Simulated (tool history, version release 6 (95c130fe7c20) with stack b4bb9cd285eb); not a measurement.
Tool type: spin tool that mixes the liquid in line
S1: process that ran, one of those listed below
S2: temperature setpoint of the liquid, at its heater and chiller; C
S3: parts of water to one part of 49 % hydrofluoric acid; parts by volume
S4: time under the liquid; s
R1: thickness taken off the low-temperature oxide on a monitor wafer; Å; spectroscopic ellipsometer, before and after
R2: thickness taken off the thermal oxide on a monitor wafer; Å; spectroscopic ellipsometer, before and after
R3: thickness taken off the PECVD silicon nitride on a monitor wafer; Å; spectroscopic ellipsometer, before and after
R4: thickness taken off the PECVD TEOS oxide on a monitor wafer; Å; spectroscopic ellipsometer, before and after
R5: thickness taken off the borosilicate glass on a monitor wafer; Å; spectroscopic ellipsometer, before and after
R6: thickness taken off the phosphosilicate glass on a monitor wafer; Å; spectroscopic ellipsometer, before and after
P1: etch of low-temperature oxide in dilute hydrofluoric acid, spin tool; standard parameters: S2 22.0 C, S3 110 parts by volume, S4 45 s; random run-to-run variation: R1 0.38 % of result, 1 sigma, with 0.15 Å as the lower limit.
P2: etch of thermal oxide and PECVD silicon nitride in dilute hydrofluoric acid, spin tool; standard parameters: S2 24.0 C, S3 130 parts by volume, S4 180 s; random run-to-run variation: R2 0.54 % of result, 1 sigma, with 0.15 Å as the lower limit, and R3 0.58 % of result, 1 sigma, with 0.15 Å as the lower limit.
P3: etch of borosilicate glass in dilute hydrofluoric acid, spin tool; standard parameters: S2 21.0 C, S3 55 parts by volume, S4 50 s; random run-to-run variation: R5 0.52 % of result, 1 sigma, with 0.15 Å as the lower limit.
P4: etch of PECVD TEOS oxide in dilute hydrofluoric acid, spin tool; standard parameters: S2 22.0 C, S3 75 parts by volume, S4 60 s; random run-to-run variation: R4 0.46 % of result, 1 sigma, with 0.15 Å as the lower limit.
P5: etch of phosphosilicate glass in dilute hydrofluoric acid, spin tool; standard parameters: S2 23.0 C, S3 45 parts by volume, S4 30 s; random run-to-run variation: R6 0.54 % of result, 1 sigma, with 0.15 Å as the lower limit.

run,day,S1,S2,S3,S4,R1,R2,R3,R4,R5,R6
1,0.467,P1,22.0,110,45,131.300,,,,,
2,0.888,P1,22.0,110,45,131.460,,,,,
3,1.192,P1,22.0,110,85,248.370,,,,,
4,1.579,P1,17.0,110,45,107.690,,,,,
5,1.833,P2,24.0,130,180,,64.3450,42.4260,,,
6,2.254,P1,26.5,110,45,157.660,,,,,
7,2.683,P2,24.0,130,15,,5.2451,3.3708,,,
# day 2.992: hydrofluoric acid flow meter replaced
8,3.012,P4,22.0,75,60,,,,207.22,,
9,3.350,P2,28.0,130,180,,73.9340,54.1270,,,
10,3.558,P4,22.0,75,95,,,,326.20,,
11,4.004,P4,22.0,135,60,,,,106.15,,
12,4.379,P4,26.0,75,60,,,,242.66,,
13,4.708,P3,17.0,55,50,,,,,118.080,
14,5.038,P5,23.0,75,30,,,,,,577.23
15,5.400,P5,23.0,45,30,,,,,,982.18
16,5.867,P3,21.0,55,100,,,,,278.740,
17,6.279,P1,22.0,110,45,132.740,,,,,
18,6.562,P1,27.0,160,45,103.840,,,,,
19,6.788,P3,21.0,100,50,,,,,72.476,
20,7.092,P1,22.0,110,20,58.299,,,,,
21,7.554,P1,22.0,70,45,216.630,,,,,
22,7.958,P3,21.0,55,50,,,,,138.590,
23,8.354,P5,23.0,45,15,,,,,,491.99
24,8.775,P1,22.0,110,45,132.380,,,,,
25,9.221,P1,30.0,20,45,1131.600,,,,,
26,9.458,P1,22.0,190,45,70.295,,,,,
27,9.821,P2,24.0,55,180,,166.5700,98.1780,,,
28,10.283,P5,27.5,45,30,,,,,,1189.30
29,10.738,P1,22.0,110,45,132.270,,,,,
30,11.192,P1,22.0,110,45,127.400,,,,,
31,11.650,P1,22.0,110,45,124.210,,,,,
32,11.975,P1,22.0,110,45,122.540,,,,,
33,12.425,P1,22.0,110,45,121.520,,,,,
34,12.688,P1,22.0,110,45,121.850,,,,,
35,13.075,P1,22.0,110,45,120.760,,,,,
36,13.442,P1,22.0,110,45,120.380,,,,,
37,13.825,P1,22.0,110,45,120.090,,,,,
38,14.125,P1,22.0,110,45,120.950,,,,,

P1 has crept away from where it was. The log is fitted equally well by each of these 2 causes, at the sizes shown:
A: liquid colder than its thermometer reads (K) = 2.39
B: hydrofluoric acid flow below the setpoint (%) = 8.2
Onset of the creep was near day 10.738.

Of the 4 check runs below, each run on 5 wafers with the results averaged and each result still a question mark, which one would tell the listed causes apart?
check 1,14.425,P4,22.0,130,60,,,,?,,
check 2,14.425,P3,21.0,95,75,,,,,?,
check 3,14.425,P5,23.0,70,15,,,,,,?
check 4,14.425,P2,24.0,130,35,,?,?,,,

Outcome of each check run for each possible cause:
check,result,if A,if B
check 1,R4,101.17,100.88
check 2,R5,104.400,104.750
check 3,R6,279.52,281.01
check 4,R2,11.4150,11.3550
check 4,R3,6.9954,7.5211
How far apart the two closest causes lie, in the result that separates them most: check 1 0.29 %; check 2 0.33 %; check 3 0.53 %; check 4 7.25 %
Of the check runs offered, only check 4 discriminates between the causes; the rest would read about the same regardless of which cause applies.

Running check 4 produced the following: R2 11.3170 Å; R3 7.6243 Å. Which one of the listed causes fits?

It is B: hydrofluoric acid flow below the setpoint (%).
